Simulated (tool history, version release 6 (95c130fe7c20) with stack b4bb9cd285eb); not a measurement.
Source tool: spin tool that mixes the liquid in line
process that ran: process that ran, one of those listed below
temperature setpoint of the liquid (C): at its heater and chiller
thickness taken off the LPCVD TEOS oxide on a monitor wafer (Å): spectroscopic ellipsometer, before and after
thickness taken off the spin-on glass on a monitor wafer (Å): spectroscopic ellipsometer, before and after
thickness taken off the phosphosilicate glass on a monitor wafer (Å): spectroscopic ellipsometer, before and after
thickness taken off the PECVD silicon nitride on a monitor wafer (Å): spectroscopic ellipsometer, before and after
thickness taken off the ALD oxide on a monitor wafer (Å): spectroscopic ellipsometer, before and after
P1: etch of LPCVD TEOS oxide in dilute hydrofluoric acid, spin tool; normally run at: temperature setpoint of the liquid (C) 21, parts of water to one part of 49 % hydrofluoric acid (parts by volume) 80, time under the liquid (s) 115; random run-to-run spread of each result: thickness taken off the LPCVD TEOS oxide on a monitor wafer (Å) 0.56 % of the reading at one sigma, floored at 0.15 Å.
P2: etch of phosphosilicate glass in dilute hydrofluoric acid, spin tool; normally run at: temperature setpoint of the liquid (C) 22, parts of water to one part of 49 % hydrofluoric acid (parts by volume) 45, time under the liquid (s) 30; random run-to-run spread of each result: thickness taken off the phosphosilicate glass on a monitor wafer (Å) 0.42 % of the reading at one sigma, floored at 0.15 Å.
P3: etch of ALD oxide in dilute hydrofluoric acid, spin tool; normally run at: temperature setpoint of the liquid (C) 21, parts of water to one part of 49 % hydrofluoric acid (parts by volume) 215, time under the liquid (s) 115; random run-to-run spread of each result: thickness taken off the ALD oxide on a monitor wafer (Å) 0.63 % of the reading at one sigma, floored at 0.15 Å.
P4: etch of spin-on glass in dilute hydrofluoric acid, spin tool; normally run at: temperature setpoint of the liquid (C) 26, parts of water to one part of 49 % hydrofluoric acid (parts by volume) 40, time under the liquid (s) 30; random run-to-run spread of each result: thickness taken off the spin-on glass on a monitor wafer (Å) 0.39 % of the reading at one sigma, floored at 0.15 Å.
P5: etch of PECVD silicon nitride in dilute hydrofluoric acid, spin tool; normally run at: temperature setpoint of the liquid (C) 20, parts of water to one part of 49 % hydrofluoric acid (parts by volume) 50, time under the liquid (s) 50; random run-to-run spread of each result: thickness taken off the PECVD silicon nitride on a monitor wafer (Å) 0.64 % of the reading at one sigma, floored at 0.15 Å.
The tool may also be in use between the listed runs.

run	day	process that ran	temperature setpoint of the liquid (C)	parts of water to one part of 49 % hydrofluoric acid (parts by volume)	time under the liquid (s)	hours since the thermometer was replaced	hours since the hydrofluoric acid flow meter was replaced	thickness taken off the LPCVD TEOS oxide on a monitor wafer (Å)	thickness taken off the spin-on glass on a monitor wafer (Å)	thickness taken off the phosphosilicate glass on a monitor wafer (Å)	thickness taken off the PECVD silicon nitride on a monitor wafer (Å)	thickness taken off the ALD oxide on a monitor wafer (Å)
1	0.367	P1	21	80	115	543.4	634.6	453.26				
2	0.829	P4	26	70	30	554.5	645.7		172.21			
3	1.121	P1	21	80	115	561.5	652.7	448.44				
4	1.575	P1	21	80	115	572.4	663.6	452.38				
5	2.033	P1	21	80	165	583.4	674.6	649.25				
6	2.283	P2	22	70	30	589.4	680.6			603.04		
7	2.575	P5	20	50	50	596.4	687.6				42.257	
# day 2.804: thermometer replaced
8	2.838	P1	27	80	20	0.8	693.9	99.676				
9	3.071	P5	17	50	50	6.4	699.5				34.67	
10	3.421	P1	21	80	115	14.8	707.9	451.25				
11	3.746	P1	17	110	115	22.6	715.7	268.47				
12	4.117	P2	28	45	30	31.5	724.6			1233.8		
13	4.592	P1	21	80	115	42.9	736	448.88				
14	4.996	P1	17	80	115	52.6	745.7	377.74				
15	5.446	P2	22	45	65	63.4	756.5			2116.4		
16	5.746	P1	21	135	115	70.6	763.7	248.82				
17	6.025	P2	22	45	30	77.3	770.4			970.89		
18	6.496	P3	26.5	215	115	88.6	781.7					50.886
19	6.929	P4	26	40	30	99	792.1		312.84			
20	7.246	P4	26	40	55	106.6	799.7		579.53			
21	7.592	P1	21	80	115	114.9	808	454.77				
22	8.021	P4	18	40	30	125.2	818.3		225.49			
23	8.346	P1	21	140	15	133	826.1	31.181				
24	8.629	P3	21	215	15	139.8	832.9					5.4456
25	9.075	P2	22	45	30	150.5	843.6			969.74		
26	9.3	P1	21	80	65	155.9	849	255.18				
27	9.629	P1	24.5	80	115	163.8	856.9	525.19				
28	9.879	P1	21	30	115	169.8	862.9	1274.3				
29	10.254	P5	20	50	90	178.8	871.9				76.197	

Forecast run 30:
30	10.671	P5	20	80	50	188.8	881.9				?	

Run 30 yielded thickness taken off the PECVD silicon nitride on a monitor wafer (Å) 27.187.
